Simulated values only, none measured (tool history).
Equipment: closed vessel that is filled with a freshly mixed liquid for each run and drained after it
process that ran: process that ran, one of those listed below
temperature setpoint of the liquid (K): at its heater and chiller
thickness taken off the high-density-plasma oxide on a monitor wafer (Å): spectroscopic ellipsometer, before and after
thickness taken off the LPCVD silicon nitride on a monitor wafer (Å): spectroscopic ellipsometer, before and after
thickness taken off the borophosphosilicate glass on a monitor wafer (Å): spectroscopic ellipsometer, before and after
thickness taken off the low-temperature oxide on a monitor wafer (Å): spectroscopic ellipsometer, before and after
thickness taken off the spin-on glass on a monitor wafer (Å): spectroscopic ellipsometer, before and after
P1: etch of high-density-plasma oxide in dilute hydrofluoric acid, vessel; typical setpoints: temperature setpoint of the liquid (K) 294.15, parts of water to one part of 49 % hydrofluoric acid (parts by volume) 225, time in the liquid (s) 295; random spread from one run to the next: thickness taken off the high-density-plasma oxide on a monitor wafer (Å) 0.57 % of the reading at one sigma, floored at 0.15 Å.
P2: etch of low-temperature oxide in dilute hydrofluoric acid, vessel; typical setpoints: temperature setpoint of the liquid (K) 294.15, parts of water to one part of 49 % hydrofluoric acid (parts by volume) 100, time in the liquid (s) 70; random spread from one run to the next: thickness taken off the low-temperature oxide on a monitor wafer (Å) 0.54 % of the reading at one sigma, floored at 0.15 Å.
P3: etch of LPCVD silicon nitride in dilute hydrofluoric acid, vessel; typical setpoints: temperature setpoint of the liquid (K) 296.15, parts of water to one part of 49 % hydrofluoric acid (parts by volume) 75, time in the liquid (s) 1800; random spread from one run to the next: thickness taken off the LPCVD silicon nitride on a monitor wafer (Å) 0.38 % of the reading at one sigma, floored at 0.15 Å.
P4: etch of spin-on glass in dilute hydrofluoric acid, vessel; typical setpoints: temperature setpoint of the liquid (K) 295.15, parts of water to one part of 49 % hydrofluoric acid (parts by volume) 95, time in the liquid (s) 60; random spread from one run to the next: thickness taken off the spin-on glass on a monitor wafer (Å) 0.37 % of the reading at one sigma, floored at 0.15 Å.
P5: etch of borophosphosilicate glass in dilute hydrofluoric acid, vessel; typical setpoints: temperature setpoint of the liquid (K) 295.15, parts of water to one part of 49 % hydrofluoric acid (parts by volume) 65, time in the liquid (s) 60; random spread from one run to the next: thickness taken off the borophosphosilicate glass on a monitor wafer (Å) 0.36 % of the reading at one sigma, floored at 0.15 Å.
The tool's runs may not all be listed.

run   hour  process that ran  temperature setpoint of the liquid (K)  parts of water to one part of 49 % hydrofluoric acid (parts by volume)  time in the liquid (s)  thickness taken off the high-density-plasma oxide on a monitor wafer (Å)  thickness taken off the LPCVD silicon nitride on a monitor wafer (Å)  thickness taken off the borophosphosilicate glass on a monitor wafer (Å)  thickness taken off the low-temperature oxide on a monitor wafer (Å)  thickness taken off the spin-on glass on a monitor wafer (Å)
  1   10.3                P1                                  294.15                                                                     225                     295                                                                    74.222
  2   24.0                P1                                  294.15                                                                     225                     295                                                                    74.481
  3   31.1                P3                                  296.15                                                                      75                    1800                                                                                                                                         110.790
  4   44.1                P5                                  295.15                                                                      65                      60                                                                                                                                                                                                                    551.93
  5   53.6                P1                                  294.15                                                                     225                      75                                                                    18.853
  6   66.6                P5                                  295.15                                                                     110                      60                                                                                                                                                                                                                    311.23
  7   74.7                P2                                  294.15                                                                     100                      70                                                                                                                                                                                                                                                                                          130.82
  8   87.2                P5                                  295.15                                                                      65                      60                                                                                                                                                                                                                    549.87
  9   98.9                P4                                  295.15                                                                      95                      60                                                                                                                                                                                                                                                                                                                                                        210.77
 10  106.8                P3                                  296.15                                                                      75                    1800                                                                                                                                         111.020
 11  119.5                P5                                  295.15                                                                      65                      30                                                                                                                                                                                                                    276.27
 12  131.5                P1                                  290.15                                                                     225                     295                                                                    63.919
 13  145.5                P3                                  296.15                                                                     135                    1800                                                                                                                                          62.247
 14  151.9                P4                                  295.15                                                                     180                      60                                                                                                                                                                                                                                                                                                                                                        101.51
 15  166.0                P2                                  294.15                                                                     100                     135                                                                                                                                                                                                                                                                                          248.97
 16  173.2                P1                                  297.65                                                                     225                     295                                                                    83.811
 17  180.6                P1                                  294.15                                                                     350                     295                                                                    42.683
 18  192.2                P1                                  299.65                                                                     315                     295                                                                    59.047
 19  206.7                P4                                  295.15                                                                      95                     115                                                                                                                                                                                                                                                                                                                                                        403.77
 20  218.5                P1                                  298.65                                                                     225                     565                                                                   168.720
 21  233.0                P1                                  294.15                                                                     225                     295                                                                    73.757
 22  245.6                P3                                  300.15                                                                      75                    1800                                                                                                                                         145.890
 23  252.9                P1                                  294.15                                                                     125                     295                                                                   147.520
 24  259.9                P1                                  290.15                                                                     320                     295                                                                    41.180
 25  272.1                P3                                  296.15                                                                      75                     780                                                                                                                                          47.761
 26  283.4                P4                                  299.15                                                                      95                      60                                                                                                                                                                                                                                                                                                                                                        245.99
 27  296.9                P1                                  294.15                                                                     225                     455                                                                   113.870
 28  308.6                P5                                  302.65                                                                      65                      60                                                                                                                                                                                                                    740.97
 29  317.5                P2                                  290.15                                                                     100                      70                                                                                                                                                                                                                                                                                          109.82
 30  328.4                P2                                  294.15                                                                     100                      70                                                                                                                                                                                                                                                                                          131.24
 31  337.2                P1                                  294.15                                                                     225                     295                                                                    74.155
 32  347.4                P2                                  294.15                                                                      40                      70                                                                                                                                                                                                                                                                                          350.07
 33  360.2                P1                                  294.15                                                                     225                     295                                                                    74.419
 34  372.0                P1                                  294.15                                                                     225                     295                                                                    72.209
 35  384.6                P1                                  294.15                                                                     225                     295                                                                    71.364
 36  397.5                P1                                  294.15                                                                     225                     295                                                                    70.505
 37  409.1                P1                                  294.15                                                                     225                     295                                                                    70.582
 38  418.6                P1                                  294.15                                                                     225                     295                                                                    71.235
 39  425.7                P1                                  294.15                                                                     225                     295                                                                    70.463
 40  437.7                P1                                  294.15                                                                     225                     295                                                                    69.882
 41  448.0                P1                                  294.15                                                                     225                     295                                                                    69.666
 42  462.0                P1                                  294.15                                                                     225                     295                                                                    69.803

What P1 gives has crept away from where it was. These 2 causes fit the log equally well, each at the size given:
A: liquid colder than its thermometer reads (K) = 1.61
B: hydrofluoric acid flow below the setpoint (%) = 4.86
Onset of the creep was near hour 360.2.

Question marks stand in for the results of the 4 check runs listed below, each run on one wafer. Under which run would the listed causes show clearly different results?
check 1  476.0                P5                                  298.15                                                                      85                      60                                                                                                                                                                                                                         ?
check 2  476.0                P2                                  290.65                                                                     100                      70                                                                                                                                                                                                                                                                                               ?
check 3  476.0                P4                                  295.15                                                                     175                     115                                                                                                                                                                                                                                                                                                                                                             ?
check 4  476.0                P3                                  296.15                                                                     130                    1800                                                                                                                                               ?

Predicted outcomes, by check and by cause:
  check                                                                    result    if A    if B
check 1  thickness taken off the borophosphosilicate glass on a monitor wafer (Å)  435.76  439.71
check 2      thickness taken off the low-temperature oxide on a monitor wafer (Å)  105.23  106.60
check 3              thickness taken off the spin-on glass on a monitor wafer (Å)  188.82  189.40
check 4      thickness taken off the LPCVD silicon nitride on a monitor wafer (Å)  58.277  61.712
Per-check spread between the two closest causes, in the result where they differ most: check 1 0.9 %; check 2 1.29 %; check 3 0.31 %; check 4 5.73 %
Only in check 4 would the causes give clearly different results; in the remaining checks their results would be nearly the same.

Running check 4 produced the following: thickness taken off the LPCVD silicon nitride on a monitor wafer (Å) 58.366. Which one of the listed causes fits?

The correct cause is A, namely: liquid colder than its thermometer reads (K).
